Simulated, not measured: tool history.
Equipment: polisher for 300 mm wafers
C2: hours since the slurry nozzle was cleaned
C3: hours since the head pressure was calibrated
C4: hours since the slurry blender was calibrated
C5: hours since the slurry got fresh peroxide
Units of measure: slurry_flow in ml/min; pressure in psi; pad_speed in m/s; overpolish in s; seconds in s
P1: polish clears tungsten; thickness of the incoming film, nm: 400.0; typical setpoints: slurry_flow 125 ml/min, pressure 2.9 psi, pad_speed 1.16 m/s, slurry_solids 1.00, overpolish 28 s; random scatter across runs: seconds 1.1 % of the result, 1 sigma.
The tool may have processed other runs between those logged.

{"run": 1, "hour": 16.1, "slurry_flow": 125, "pressure": 2.9, "pad_speed": 1.16, "slurry_solids": 1.0, "overpolish": 28, "wafers polished on this pad": 851, "C2": 223.2, "C3": 297.1, "C4": 218.8, "C5": 31.6, "seconds": 100.38}
{"run": 2, "hour": 26.0, "slurry_flow": 125, "pressure": 4.2, "pad_speed": 1.16, "slurry_solids": 1.0, "overpolish": 28, "wafers polished on this pad": 920, "C2": 233.1, "C3": 307.0, "C4": 228.7, "C5": 41.5, "seconds": 69.13}
{"run": 3, "hour": 39.9, "slurry_flow": 125, "pressure": 2.9, "pad_speed": 0.72, "slurry_solids": 1.0, "overpolish": 44, "wafers polished on this pad": 1017, "C2": 247.0, "C3": 320.9, "C4": 242.6, "C5": 55.4, "seconds": 161.84}
{"run": 4, "hour": 51.9, "slurry_flow": 125, "pressure": 2.9, "pad_speed": 1.16, "slurry_solids": 1.0, "overpolish": 28, "wafers polished on this pad": 1100, "C2": 259.0, "C3": 332.9, "C4": 254.6, "C5": 67.4, "seconds": 101.87}
{"run": 5, "hour": 61.9, "slurry_flow": 125, "pressure": 1.4, "pad_speed": 1.16, "slurry_solids": 1.0, "overpolish": 28, "wafers polished on this pad": 1170, "C2": 269.0, "C3": 342.9, "C4": 264.6, "C5": 77.4, "seconds": 208.29}
{"run": 6, "hour": 75.0, "slurry_flow": 125, "pressure": 2.9, "pad_speed": 1.16, "slurry_solids": 1.0, "overpolish": 28, "wafers polished on this pad": 1261, "C2": 282.1, "C3": 356.0, "C4": 277.7, "C5": 90.5, "seconds": 101.35}
{"run": 7, "hour": 89.0, "slurry_flow": 125, "pressure": 2.9, "pad_speed": 1.16, "slurry_solids": 1.0, "overpolish": 52, "wafers polished on this pad": 1359, "C2": 296.1, "C3": 370.0, "C4": 291.7, "C5": 104.5, "seconds": 98.388}
{"run": 8, "hour": 100.4, "slurry_flow": 125, "pressure": 2.9, "pad_speed": 1.16, "slurry_solids": 1.0, "overpolish": 8, "wafers polished on this pad": 1438, "C2": 307.5, "C3": 381.4, "C4": 303.1, "C5": 115.9, "seconds": 99.817}
{"run": 9, "hour": 114.5, "slurry_flow": 85, "pressure": 2.9, "pad_speed": 1.16, "slurry_solids": 1.35, "overpolish": 28, "wafers polished on this pad": 1536, "C2": 321.6, "C3": 395.5, "C4": 317.2, "C5": 130.0, "seconds": 101.55}
{"run": 10, "hour": 123.0, "slurry_flow": 125, "pressure": 2.9, "pad_speed": 1.16, "slurry_solids": 1.4, "overpolish": 28, "wafers polished on this pad": 1595, "C2": 330.1, "C3": 404.0, "C4": 325.7, "C5": 138.5, "seconds": 92.021}
{"run": 11, "hour": 138.2, "slurry_flow": 125, "pressure": 2.9, "pad_speed": 0.58, "slurry_solids": 1.0, "overpolish": 28, "wafers polished on this pad": 1701, "C2": 345.3, "C3": 419.2, "C4": 340.9, "C5": 153.7, "seconds": 199.92}
{"run": 12, "hour": 151.0, "slurry_flow": 125, "pressure": 2.9, "pad_speed": 1.16, "slurry_solids": 1.0, "overpolish": 28, "wafers polished on this pad": 1790, "C2": 358.1, "C3": 432.0, "C4": 353.7, "C5": 166.5, "seconds": 98.637}
{"hour": 160.2, "done": "slurry blender recalibrated"}
{"run": 13, "hour": 160.5, "slurry_flow": 125, "pressure": 2.9, "pad_speed": 1.8, "slurry_solids": 1.0, "overpolish": 28, "wafers polished on this pad": 1856, "C2": 367.6, "C3": 441.5, "C4": 0.4, "C5": 176.0, "seconds": 63.509}
{"run": 14, "hour": 172.4, "slurry_flow": 190, "pressure": 2.9, "pad_speed": 1.16, "slurry_solids": 1.0, "overpolish": 28, "wafers polished on this pad": 1939, "C2": 379.5, "C3": 453.4, "C4": 12.3, "C5": 187.9, "seconds": 92.357}
{"run": 15, "hour": 182.7, "slurry_flow": 125, "pressure": 2.9, "pad_speed": 1.16, "slurry_solids": 0.5, "overpolish": 28, "wafers polished on this pad": 2010, "C2": 389.8, "C3": 463.7, "C4": 22.6, "C5": 198.2, "seconds": 118.38}
{"run": 16, "hour": 193.8, "slurry_flow": 80, "pressure": 2.9, "pad_speed": 1.16, "slurry_solids": 1.0, "overpolish": 28, "wafers polished on this pad": 2088, "C2": 400.9, "C3": 474.8, "C4": 33.7, "C5": 209.3, "seconds": 113.54}
{"run": 17, "hour": 201.4, "slurry_flow": 125, "pressure": 2.9, "pad_speed": 1.16, "slurry_solids": 1.0, "overpolish": 28, "wafers polished on this pad": 2141, "C2": 408.5, "C3": 482.4, "C4": 41.3, "C5": 216.9, "seconds": 99.761}
{"run": 18, "hour": 216.3, "slurry_flow": 125, "pressure": 2.9, "pad_speed": 1.16, "slurry_solids": 1.0, "overpolish": 28, "wafers polished on this pad": 2244, "C2": 423.4, "C3": 497.3, "C4": 56.2, "C5": 231.8, "seconds": 104.62}
{"run": 19, "hour": 228.9, "slurry_flow": 125, "pressure": 2.9, "pad_speed": 1.16, "slurry_solids": 1.0, "overpolish": 28, "wafers polished on this pad": 2332, "C2": 436.0, "C3": 509.9, "C4": 68.8, "C5": 244.4, "seconds": 107.91}
{"hour": 239.5, "done": "head pressure recalibrated"}
{"hour": 242.8, "done": "slurry blender recalibrated"}
{"run": 20, "hour": 243.0, "slurry_flow": 125, "pressure": 2.9, "pad_speed": 1.16, "slurry_solids": 1.0, "overpolish": 28, "wafers polished on this pad": 2430, "C2": 450.1, "C3": 3.6, "C4": 0.2, "C5": 258.5, "seconds": 110.11}
{"hour": 245.3, "done": "worn pad replaced by a new one"}
{"run": 21, "hour": 260.1, "slurry_flow": 125, "pressure": 2.9, "pad_speed": 1.16, "slurry_solids": 1.0, "overpolish": 28, "wafers polished on this pad": 103, "C2": 467.2, "C3": 20.7, "C4": 17.3, "C5": 275.6, "seconds": 111.31}
{"run": 22, "hour": 272.5, "slurry_flow": 125, "pressure": 2.9, "pad_speed": 1.16, "slurry_solids": 1.0, "overpolish": 28, "wafers polished on this pad": 189, "C2": 479.6, "C3": 33.1, "C4": 29.7, "C5": 288.0, "seconds": 111.98}
{"run": 23, "hour": 280.7, "slurry_flow": 125, "pressure": 2.9, "pad_speed": 1.16, "slurry_solids": 1.0, "overpolish": 28, "wafers polished on this pad": 246, "C2": 487.8, "C3": 41.3, "C4": 37.9, "C5": 296.2, "seconds": 112.5}
{"run": 24, "hour": 290.6, "slurry_flow": 125, "pressure": 2.9, "pad_speed": 1.16, "slurry_solids": 1.0, "overpolish": 28, "wafers polished on this pad": 315, "C2": 497.7, "C3": 51.2, "C4": 47.8, "C5": 306.1, "seconds": 109.91}

P1 has crept away from where it was. The log is fitted equally well by each of these 2 causes, at the sizes shown:
A: slurry flow missing at the pad, % = 38.3
B: peroxide lost from the slurry, % = 27
The creep began at about hour 201.4.
All other causes, with the reason each is excluded:
removal rate lost through wear of the pad, %: work on it at hour 245.3, done after the drift set in, did not restore what the process gave before
head's pressure below its setpoint, %: work on it at hour 239.5, done after the drift set in, did not restore what the process gave before
abrasive missing from the slurry, %: work on it at hour 242.8, done after the drift set in, did not restore what the process gave before

The list below offers 4 check runs, each averaging the results of 3 wafers, and shows each result as a question mark. For which of them would the listed causes give clearly different results?
{"run": "check 1", "hour": 300.5, "slurry_flow": 125, "pressure": 4.2, "pad_speed": 1.16, "slurry_solids": 1.0, "overpolish": 11, "seconds": "?"}
{"run": "check 2", "hour": 300.5, "slurry_flow": 85, "pressure": 1.6, "pad_speed": 1.16, "slurry_solids": 1.0, "overpolish": 28, "seconds": "?"}
{"run": "check 3", "hour": 300.5, "slurry_flow": 125, "pressure": 4.0, "pad_speed": 1.16, "slurry_solids": 1.0, "overpolish": 8, "seconds": "?"}
{"run": "check 4", "hour": 300.5, "slurry_flow": 125, "pressure": 2.9, "pad_speed": 1.16, "slurry_solids": 0.55, "overpolish": 49, "seconds": "?"}

If the cause were each of the candidates in turn, the checks would give the following:
check=check_1 result=seconds if_A=78.192 if_B=78.182
check=check_2 result=seconds if_A=236.900 if_B=225.710
check=check_3 result=seconds if_A=82.102 if_B=82.091
check=check_4 result=seconds if_A=129.900 if_B=129.880
How far apart the two closest causes lie, in the result that separates them most: check 1 0.01 %; check 2 4.84 %; check 3 0.01 %; check 4 0.01 %
The causes can be told apart only by check 2. The other checks would give nearly the same results under each of them.

With check 2 done, the readings were: seconds 237.150 s. Identify which of the listed causes applies.

It was cause A: slurry flow missing at the pad, %.

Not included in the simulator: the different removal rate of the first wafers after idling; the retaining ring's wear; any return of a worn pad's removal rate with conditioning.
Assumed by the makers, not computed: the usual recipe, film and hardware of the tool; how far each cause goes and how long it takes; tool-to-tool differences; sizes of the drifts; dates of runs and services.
